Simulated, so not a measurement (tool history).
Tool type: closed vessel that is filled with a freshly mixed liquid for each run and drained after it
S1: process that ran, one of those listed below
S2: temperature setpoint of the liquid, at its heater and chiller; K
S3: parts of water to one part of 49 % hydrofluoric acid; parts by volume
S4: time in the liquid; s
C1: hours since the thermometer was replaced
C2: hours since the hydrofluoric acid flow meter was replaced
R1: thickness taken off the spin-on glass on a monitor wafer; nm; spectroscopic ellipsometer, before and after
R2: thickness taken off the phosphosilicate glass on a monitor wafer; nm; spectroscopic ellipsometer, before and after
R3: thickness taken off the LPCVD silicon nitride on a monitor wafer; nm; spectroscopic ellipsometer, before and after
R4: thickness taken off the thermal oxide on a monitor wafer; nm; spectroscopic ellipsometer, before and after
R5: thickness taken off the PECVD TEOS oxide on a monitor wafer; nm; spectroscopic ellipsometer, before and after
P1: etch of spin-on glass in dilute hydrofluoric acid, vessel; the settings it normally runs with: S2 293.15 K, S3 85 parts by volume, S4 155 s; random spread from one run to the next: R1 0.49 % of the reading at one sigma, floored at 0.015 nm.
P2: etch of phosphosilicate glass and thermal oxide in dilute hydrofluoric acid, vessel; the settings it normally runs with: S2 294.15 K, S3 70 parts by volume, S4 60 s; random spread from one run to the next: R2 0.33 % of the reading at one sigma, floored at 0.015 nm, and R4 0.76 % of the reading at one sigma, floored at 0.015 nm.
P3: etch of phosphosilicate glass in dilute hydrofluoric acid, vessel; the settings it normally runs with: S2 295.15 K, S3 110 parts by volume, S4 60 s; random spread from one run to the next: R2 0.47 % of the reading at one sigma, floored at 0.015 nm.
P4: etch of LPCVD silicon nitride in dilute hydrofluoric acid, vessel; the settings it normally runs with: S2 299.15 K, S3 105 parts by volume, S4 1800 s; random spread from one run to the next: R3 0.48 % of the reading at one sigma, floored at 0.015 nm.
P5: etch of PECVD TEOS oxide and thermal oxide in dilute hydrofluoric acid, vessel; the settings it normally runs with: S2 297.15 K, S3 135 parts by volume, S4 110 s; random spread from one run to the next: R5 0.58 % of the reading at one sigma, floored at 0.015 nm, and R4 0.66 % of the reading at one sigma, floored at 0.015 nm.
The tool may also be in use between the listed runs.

| run | hour | S1 | S2 | S3 | S4 | C1 | C2 | R1 | R2 | R3 | R4 | R5 |
|---|---|---|---|---|---|---|---|---|---|---|---|---|
| 1 | 3.5 | P1 | 293.15 | 85 | 155 | 409.4 | 1237.1 | 34.1610 |  |  |  |  |
| 2 | 7.2 | P3 | 295.15 | 110 | 90 | 413.1 | 1240.8 |  | 97.355 |  |  |  |
| 3 | 12.6 | P3 | 295.15 | 180 | 60 | 418.5 | 1246.2 |  | 36.640 |  |  |  |
| 4 | 17.2 | P1 | 293.15 | 50 | 155 | 423.1 | 1250.8 | 60.4710 |  |  |  |  |
| 5 | 21.8 | P3 | 299.15 | 110 | 60 | 427.7 | 1255.4 |  | 75.934 |  |  |  |
| 6 | 27.8 | P4 | 299.15 | 105 | 1800 | 433.7 | 1261.4 |  |  | 10.413 |  |  |
| 7 | 31.6 | P3 | 295.15 | 110 | 60 | 437.5 | 1265.2 |  | 64.892 |  |  |  |
| 8 | 37.6 | P2 | 294.15 | 70 | 115 | 443.5 | 1271.2 |  | 283.900 |  | 6.7181 |  |
| 9 | 42.4 | P5 | 301.65 | 135 | 110 | 448.3 | 1276.0 |  |  |  | 4.2959 | 7.7814 |
| 10 | 48.7 | P1 | 293.15 | 85 | 155 | 454.6 | 1282.3 | 33.9980 |  |  |  |  |
| 11 | 55.5 | P1 | 293.15 | 85 | 155 | 461.4 | 1289.1 | 33.9630 |  |  |  |  |
| 12 | 61.8 | P2 | 298.65 | 70 | 60 | 467.7 | 1295.4 |  | 178.300 |  | 4.2219 |  |
| 13 | 68.1 | P1 | 293.15 | 85 | 155 | 474.0 | 1301.7 | 34.1450 |  |  |  |  |
| 14 | 73.3 | P4 | 293.65 | 105 | 1800 | 479.2 | 1306.9 |  |  | 7.285 |  |  |
| 15 | 77.4 | P1 | 293.15 | 85 | 155 | 483.3 | 1311.0 | 33.9230 |  |  |  |  |
| 16 | 83.9 | P5 | 297.15 | 135 | 110 | 489.8 | 1317.5 |  |  |  | 3.6714 | 6.6430 |
| 17 | 88.2 | P4 | 299.15 | 65 | 1800 | 494.1 | 1321.8 |  |  | 16.943 |  |  |
| 18 | 94.1 | P5 | 297.15 | 135 | 110 | 500.0 | 1327.7 |  |  |  | 3.6532 | 6.6501 |
| 19 | 100.1 | P1 | 293.15 | 85 | 30 | 506.0 | 1333.7 | 6.6671 |  |  |  |  |
| 20 | 106.6 | P1 | 290.15 | 85 | 290 | 512.5 | 1340.2 | 56.6480 |  |  |  |  |
| 21 | 111.9 | P1 | 290.15 | 85 | 30 | 517.8 | 1345.5 | 5.7924 |  |  |  |  |
|  | 114.5 | thermometer replaced |
| 22 | 117.2 | P1 | 301.15 | 85 | 155 | 2.7 | 1350.8 | 46.9430 |  |  |  |  |
| 23 | 122.3 | P3 | 295.15 | 110 | 60 | 7.8 | 1355.9 |  | 65.053 |  |  |  |
| 24 | 126.6 | P5 | 297.15 | 35 | 110 | 12.1 | 1360.2 |  |  |  | 15.8790 | 29.1450 |
| 25 | 130.1 | P5 | 297.15 | 135 | 35 | 15.6 | 1363.7 |  |  |  | 1.1864 | 2.0811 |
| 26 | 137.0 | P2 | 294.15 | 95 | 60 | 22.5 | 1370.6 |  | 105.580 |  | 2.5107 |  |
| 27 | 142.9 | P1 | 290.15 | 85 | 155 | 28.4 | 1376.5 | 30.0290 |  |  |  |  |
| 28 | 146.0 | P4 | 299.15 | 105 | 3130 | 31.5 | 1379.6 |  |  | 18.284 |  |  |
| 29 | 150.4 | P2 | 294.15 | 70 | 60 | 35.9 | 1384.0 |  | 148.370 |  | 3.5494 |  |
| 30 | 153.7 | P1 | 293.15 | 150 | 155 | 39.2 | 1387.3 | 17.9850 |  |  |  |  |
| 31 | 160.2 | P1 | 298.15 | 125 | 155 | 45.7 | 1393.8 | 27.0040 |  |  |  |  |
| 32 | 163.4 | P1 | 293.15 | 85 | 155 | 48.9 | 1397.0 | 34.1360 |  |  |  |  |
| 33 | 169.8 | P1 | 293.15 | 85 | 240 | 55.3 | 1403.4 | 52.5590 |  |  |  |  |
| 34 | 173.6 | P1 | 293.15 | 85 | 155 | 59.1 | 1407.2 | 34.1890 |  |  |  |  |
| 35 | 180.5 | P1 | 293.15 | 85 | 155 | 66.0 | 1414.1 | 36.0490 |  |  |  |  |
| 36 | 186.9 | P1 | 293.15 | 85 | 155 | 72.4 | 1420.5 | 36.7920 |  |  |  |  |
| 37 | 190.9 | P1 | 293.15 | 85 | 155 | 76.4 | 1424.5 | 37.1570 |  |  |  |  |
| 38 | 194.5 | P1 | 293.15 | 85 | 155 | 80.0 | 1428.1 | 37.4120 |  |  |  |  |
| 39 | 201.6 | P1 | 293.15 | 85 | 155 | 87.1 | 1435.2 | 37.6700 |  |  |  |  |
| 40 | 206.5 | P1 | 293.15 | 85 | 155 | 92.0 | 1440.1 | 37.4380 |  |  |  |  |
| 41 | 212.6 | P1 | 293.15 | 85 | 155 | 98.1 | 1446.2 | 37.6000 |  |  |  |  |

Something has made what P1 gives creep away from where it was; the 2 causes below, each at its own stated size, fit the log equally well:
A: hydrofluoric acid flow above the setpoint (%) = 9.19
B: liquid hotter than its thermometer reads (K) = 2.35
The gradual shift began around hour 173.6.

Which of the 4 check runs listed below separates the causes, so that each cause would produce a clearly different result? Each run uses one wafer, and its results are marked with question marks.
| check 1 | 218.7 | P2 | 294.15 | 70 | 60 |  |  |  | ? |  | ? |  |
| check 2 | 218.7 | P3 | 295.15 | 110 | 60 |  |  |  | ? |  |  |  |
| check 3 | 218.7 | P4 | 299.15 | 105 | 1800 |  |  |  |  | ? |  |  |
| check 4 | 218.7 | P5 | 297.15 | 135 | 110 |  |  |  |  |  | ? | ? |

What each check would give under each cause:
| check | result | if A | if B |
|---|---|---|---|
| check 1 | R2 | 163.200 | 163.480 |
| check 1 | R4 | 3.8698 | 3.8764 |
| check 2 | R2 | 71.509 | 71.112 |
| check 3 | R3 | 11.435 | 12.182 |
| check 4 | R4 | 4.0329 | 3.9868 |
| check 4 | R5 | 7.2881 | 7.2047 |
Per-check spread between the two closest causes, in the result where they differ most: check 1 0.17 %; check 2 0.56 %; check 3 6.32 %; check 4 1.15 %
Only in check 3 would the causes give clearly different results; in the remaining checks their results would be nearly the same.

With check 3 done, the readings were: R3 11.402 nm. Identify which of the listed causes applies.

It is A: hydrofluoric acid flow above the setpoint (%).
